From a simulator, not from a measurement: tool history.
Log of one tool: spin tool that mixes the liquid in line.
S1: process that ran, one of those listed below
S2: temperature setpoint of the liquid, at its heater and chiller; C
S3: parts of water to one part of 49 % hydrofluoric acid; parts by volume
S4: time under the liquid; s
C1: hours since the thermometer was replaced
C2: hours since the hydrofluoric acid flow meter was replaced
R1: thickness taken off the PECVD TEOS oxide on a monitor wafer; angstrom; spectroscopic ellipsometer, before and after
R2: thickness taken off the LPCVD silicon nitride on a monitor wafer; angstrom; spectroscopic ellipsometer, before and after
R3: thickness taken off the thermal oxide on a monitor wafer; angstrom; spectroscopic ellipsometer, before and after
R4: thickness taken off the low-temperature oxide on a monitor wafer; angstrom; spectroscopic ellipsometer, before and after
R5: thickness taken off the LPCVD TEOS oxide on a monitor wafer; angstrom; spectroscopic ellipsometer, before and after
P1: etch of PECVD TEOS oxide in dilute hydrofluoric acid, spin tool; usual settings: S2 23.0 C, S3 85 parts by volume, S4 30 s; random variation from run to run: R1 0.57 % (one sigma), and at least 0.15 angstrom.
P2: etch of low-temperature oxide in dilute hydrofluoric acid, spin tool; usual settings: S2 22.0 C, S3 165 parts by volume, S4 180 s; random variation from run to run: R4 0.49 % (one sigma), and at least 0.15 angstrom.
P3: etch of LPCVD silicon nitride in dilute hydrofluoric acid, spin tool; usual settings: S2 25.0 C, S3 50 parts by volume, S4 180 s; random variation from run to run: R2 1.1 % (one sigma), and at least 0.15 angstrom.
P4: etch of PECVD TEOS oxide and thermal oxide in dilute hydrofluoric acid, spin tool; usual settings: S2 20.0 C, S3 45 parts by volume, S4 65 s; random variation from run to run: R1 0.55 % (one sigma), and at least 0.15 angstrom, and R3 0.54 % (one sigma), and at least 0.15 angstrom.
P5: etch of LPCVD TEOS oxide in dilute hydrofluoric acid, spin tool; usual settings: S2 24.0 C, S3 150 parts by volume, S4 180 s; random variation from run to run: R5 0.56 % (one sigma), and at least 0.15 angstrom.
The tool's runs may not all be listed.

run	hour	S1	S2	S3	S4	C1	C2	R1	R2	R3	R4	R5
1	3.1	P1	23.0	85	30	412.9	325.3	95.838				
2	6.1	P1	26.5	50	30	415.9	328.3	198.550				
3	8.8	P1	17.0	25	30	418.6	331.0	274.040				
4	11.6	P3	25.0	50	180	421.4	333.8		19.4950			
5	15.9	P4	20.0	45	15	425.7	338.1	42.442		13.425		
6	19.0	P1	23.0	125	30	428.8	341.2	62.588				
7	24.3	P1	23.0	85	30	434.1	346.5	95.458				
8	29.7	P2	22.0	165	180	439.5	351.9				104.810	
9	35.4	P5	24.0	35	180	445.2	357.6					1931.90
10	40.4	P1	26.5	85	30	450.2	362.6	112.530				
11	45.6	P5	24.0	150	90	455.4	367.8					194.20
12	50.7	P1	23.0	50	30	460.5	372.9	170.980				
13	55.3	P2	22.0	165	310	465.1	377.5				181.250	
14	61.1	P1	23.0	85	65	470.9	383.3	209.820				
15	64.8	P3	25.0	50	15	474.6	387.0		1.2582			
16	68.1	P1	17.0	85	30	477.9	390.3	75.139				
17	71.4	P4	20.0	45	65	481.2	393.6	186.660		57.814		
18	76.3	P4	20.0	25	65	486.1	398.5	345.800		105.780		
19	79.2	P2	17.0	165	180	489.0	401.4				85.655	
20	84.0	P1	23.0	85	15	493.8	406.2	48.336				
21	88.5	P5	30.5	150	180	498.3	410.7					494.33
22	93.7	P3	25.0	50	180	503.5	415.9		19.5870			
23	98.1	P5	24.0	150	180	507.9	420.3					388.37
24	101.4	P1	23.0	85	30	511.2	423.6	97.221				
25	105.8	P1	23.0	85	30	515.6	428.0	95.949				
26	111.0	P1	29.0	130	30	520.8	433.2	75.715				
27	116.7	P2	22.0	165	180	526.5	438.9				105.590	
28	119.6	P1	23.0	85	30	529.4	441.8	96.178				
29	125.2	P3	25.0	20	180	535.0	447.4		45.9050			
30	130.4	P3	17.0	50	180	540.2	452.6		10.9500			
31	134.5	P4	24.0	45	65	544.3	456.7	218.080		68.195		
32	138.5	P4	20.0	45	65	548.3	460.7	186.670		58.515		
33	141.8	P2	22.0	35	180	551.6	464.0				575.310	
34	144.6	P1	23.0	85	30	554.4	466.8	96.461				
35	148.8	P1	23.0	85	30	558.6	471.0	96.140				
36	152.4	P1	23.0	85	30	562.2	474.6	98.175				
37	156.0	P1	23.0	85	30	565.8	478.2	100.910				
38	160.8	P1	23.0	85	30	570.6	483.0	101.330				
39	164.3	P1	23.0	85	30	574.1	486.5	101.760				
40	169.5	P1	23.0	85	30	579.3	491.7	100.580				
41	173.9	P1	23.0	85	30	583.7	496.1	101.890				

Forecast run 42:
42	179.4	P1	23.0	85	30	589.2	501.6	?				

{"run 42": {"R1": 102.57}}
